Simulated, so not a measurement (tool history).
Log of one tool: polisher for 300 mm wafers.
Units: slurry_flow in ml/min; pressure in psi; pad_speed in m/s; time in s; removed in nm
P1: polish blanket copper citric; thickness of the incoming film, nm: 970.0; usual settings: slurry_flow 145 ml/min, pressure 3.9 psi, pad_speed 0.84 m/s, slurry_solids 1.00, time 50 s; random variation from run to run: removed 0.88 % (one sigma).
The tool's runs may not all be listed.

| run | hour | slurry_flow | pressure | pad_speed | slurry_solids | time | removed |
|---|---|---|---|---|---|---|---|
| 1 | 6.6 | 145 | 3.9 | 0.84 | 1.00 | 50 | 110.970 |
| 2 | 13.0 | 145 | 3.9 | 0.84 | 1.00 | 50 | 110.860 |
| 3 | 17.8 | 145 | 3.9 | 0.84 | 1.00 | 76 | 167.030 |
| 4 | 22.0 | 145 | 3.9 | 0.84 | 1.00 | 50 | 109.670 |
| 5 | 26.5 | 145 | 3.9 | 0.84 | 1.30 | 50 | 116.180 |
| 6 | 30.8 | 110 | 3.9 | 1.14 | 1.00 | 50 | 142.730 |
| 7 | 35.2 | 145 | 3.9 | 0.84 | 1.00 | 27 | 59.267 |
| 8 | 39.1 | 145 | 6.1 | 0.84 | 1.00 | 50 | 169.820 |
| 9 | 43.1 | 145 | 3.9 | 0.84 | 1.00 | 50 | 109.100 |
| 10 | 46.0 | 145 | 4.9 | 0.84 | 0.70 | 50 | 126.840 |
| 11 | 49.4 | 220 | 3.9 | 0.84 | 1.00 | 50 | 117.690 |
|  | 50.8 | head pressure recalibrated |
| 12 | 55.7 | 85 | 3.9 | 0.84 | 1.00 | 50 | 97.265 |
| 13 | 60.4 | 145 | 3.9 | 0.84 | 0.75 | 50 | 103.270 |
| 14 | 66.2 | 145 | 3.9 | 1.06 | 1.00 | 50 | 138.490 |
| 15 | 71.4 | 145 | 2.0 | 0.84 | 1.00 | 50 | 57.835 |
| 16 | 74.4 | 225 | 5.1 | 0.84 | 1.00 | 50 | 152.620 |
| 17 | 77.4 | 145 | 3.9 | 0.38 | 1.00 | 50 | 52.192 |
| 18 | 83.3 | 145 | 3.9 | 0.84 | 1.00 | 50 | 109.840 |
| 19 | 87.1 | 145 | 3.9 | 0.84 | 1.00 | 50 | 106.900 |

Run 20 comes next. What will it give?
| 20 | 91.0 | 145 | 3.9 | 0.84 | 1.00 | 50 | ? |

Run 20 gave removed 105.150 nm.

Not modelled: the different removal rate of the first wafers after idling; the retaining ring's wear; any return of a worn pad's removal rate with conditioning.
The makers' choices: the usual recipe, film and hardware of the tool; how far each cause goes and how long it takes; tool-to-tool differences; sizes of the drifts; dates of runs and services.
